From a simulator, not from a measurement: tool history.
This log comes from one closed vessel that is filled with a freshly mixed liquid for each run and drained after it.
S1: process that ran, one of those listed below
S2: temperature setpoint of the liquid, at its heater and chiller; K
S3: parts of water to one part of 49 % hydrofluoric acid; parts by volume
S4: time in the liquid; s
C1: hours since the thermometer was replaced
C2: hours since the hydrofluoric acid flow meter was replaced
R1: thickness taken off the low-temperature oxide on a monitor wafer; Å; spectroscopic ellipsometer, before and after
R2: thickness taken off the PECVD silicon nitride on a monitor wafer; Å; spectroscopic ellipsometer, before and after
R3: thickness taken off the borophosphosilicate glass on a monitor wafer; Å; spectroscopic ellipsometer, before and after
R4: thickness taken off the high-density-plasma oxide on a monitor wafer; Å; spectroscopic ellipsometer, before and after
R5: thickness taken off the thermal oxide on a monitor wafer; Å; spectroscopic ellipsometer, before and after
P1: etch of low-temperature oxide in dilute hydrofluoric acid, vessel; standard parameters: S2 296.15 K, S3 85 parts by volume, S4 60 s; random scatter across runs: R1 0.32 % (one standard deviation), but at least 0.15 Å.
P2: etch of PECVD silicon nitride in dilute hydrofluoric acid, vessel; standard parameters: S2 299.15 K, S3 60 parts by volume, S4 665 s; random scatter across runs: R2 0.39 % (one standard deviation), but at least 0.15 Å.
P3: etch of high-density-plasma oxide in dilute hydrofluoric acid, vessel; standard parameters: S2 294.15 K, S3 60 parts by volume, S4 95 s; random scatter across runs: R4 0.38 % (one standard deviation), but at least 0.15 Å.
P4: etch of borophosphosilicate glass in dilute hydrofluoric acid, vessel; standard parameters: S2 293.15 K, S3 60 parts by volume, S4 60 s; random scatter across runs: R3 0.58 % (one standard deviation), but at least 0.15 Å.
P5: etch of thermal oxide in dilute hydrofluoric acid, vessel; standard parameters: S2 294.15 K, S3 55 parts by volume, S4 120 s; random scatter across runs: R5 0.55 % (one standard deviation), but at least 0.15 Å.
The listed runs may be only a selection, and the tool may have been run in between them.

| run | hour | S1 | S2 | S3 | S4 | C1 | C2 | R1 | R2 | R3 | R4 | R5 |
|---|---|---|---|---|---|---|---|---|---|---|---|---|
| 1 | 8.3 | P1 | 296.15 | 85 | 60 | 852.9 | 908.3 | 241.810 |  |  |  |  |
| 2 | 18.6 | P2 | 299.15 | 95 | 665 | 863.2 | 918.6 |  | 217.56 |  |  |  |
| 3 | 27.7 | P2 | 299.15 | 60 | 1180 | 872.3 | 927.7 |  | 608.88 |  |  |  |
| 4 | 34.4 | P4 | 290.15 | 60 | 60 | 879.0 | 934.4 |  |  | 424.77 |  |  |
| 5 | 42.8 | P4 | 293.15 | 60 | 105 | 887.4 | 942.8 |  |  | 841.77 |  |  |
| 6 | 53.9 | P3 | 294.15 | 90 | 95 | 898.5 | 953.9 |  |  |  | 73.420 |  |
| 7 | 61.0 | P1 | 296.15 | 85 | 30 | 905.6 | 961.0 | 120.070 |  |  |  |  |
| 8 | 70.3 | P4 | 293.15 | 60 | 60 | 914.9 | 970.3 |  |  | 484.92 |  |  |
| 9 | 78.1 | P5 | 290.15 | 55 | 120 | 922.7 | 978.1 |  |  |  |  | 74.370 |
| 10 | 90.1 | P4 | 293.15 | 60 | 60 | 934.7 | 990.1 |  |  | 484.62 |  |  |
| 11 | 101.3 | P5 | 294.15 | 55 | 120 | 945.9 | 1001.3 |  |  |  |  | 88.519 |
| 12 | 109.7 | P1 | 296.15 | 85 | 60 | 954.3 | 1009.7 | 240.820 |  |  |  |  |
| 13 | 122.9 | P1 | 296.15 | 85 | 105 | 967.5 | 1022.9 | 422.740 |  |  |  |  |
| 14 | 129.4 | P5 | 294.15 | 55 | 65 | 974.0 | 1029.4 |  |  |  |  | 48.675 |
| 15 | 139.6 | P4 | 293.15 | 20 | 60 | 984.2 | 1039.6 |  |  | 1535.20 |  |  |
|  | 143.1 | thermometer replaced |
| 16 | 153.0 | P1 | 296.15 | 85 | 60 | 10.0 | 1053.0 | 241.430 |  |  |  |  |
| 17 | 163.7 | P1 | 296.15 | 145 | 115 | 20.7 | 1063.7 | 253.210 |  |  |  |  |
| 18 | 172.6 | P1 | 303.65 | 85 | 60 | 29.6 | 1072.6 | 322.650 |  |  |  |  |
| 19 | 183.7 | P1 | 296.15 | 85 | 60 | 40.7 | 1083.7 | 239.920 |  |  |  |  |
| 20 | 194.9 | P1 | 290.15 | 85 | 60 | 51.9 | 1094.9 | 188.610 |  |  |  |  |
| 21 | 204.9 | P5 | 294.15 | 105 | 120 | 61.9 | 1104.9 |  |  |  |  | 44.263 |
| 22 | 217.2 | P1 | 296.15 | 130 | 30 | 74.2 | 1117.2 | 75.245 |  |  |  |  |
| 23 | 223.3 | P1 | 296.15 | 25 | 60 | 80.3 | 1123.3 | 886.200 |  |  |  |  |
| 24 | 233.9 | P5 | 294.15 | 55 | 120 | 90.9 | 1133.9 |  |  |  |  | 88.695 |
| 25 | 244.0 | P1 | 296.15 | 40 | 100 | 101.0 | 1144.0 | 904.290 |  |  |  |  |
| 26 | 252.3 | P3 | 290.15 | 60 | 95 | 109.3 | 1152.3 |  |  |  | 95.977 |  |
| 27 | 260.6 | P1 | 296.15 | 140 | 60 | 117.6 | 1160.6 | 137.420 |  |  |  |  |
| 28 | 274.0 | P1 | 296.15 | 85 | 60 | 131.0 | 1174.0 | 240.640 |  |  |  |  |
| 29 | 283.8 | P2 | 299.15 | 60 | 665 | 140.8 | 1183.8 |  | 343.72 |  |  |  |
| 30 | 292.0 | P2 | 305.65 | 60 | 665 | 149.0 | 1192.0 |  | 522.50 |  |  |  |
| 31 | 300.9 | P3 | 294.15 | 60 | 30 | 157.9 | 1200.9 |  |  |  | 36.213 |  |
| 32 | 307.6 | P3 | 294.15 | 60 | 95 | 164.6 | 1207.6 |  |  |  | 113.730 |  |
| 33 | 315.9 | P1 | 296.15 | 85 | 60 | 172.9 | 1215.9 | 239.760 |  |  |  |  |

What will run 34 give?
| 34 | 322.4 | P1 | 296.15 | 85 | 60 | 179.4 | 1222.4 | ? |  |  |  |  |

R1: 246.570 Å
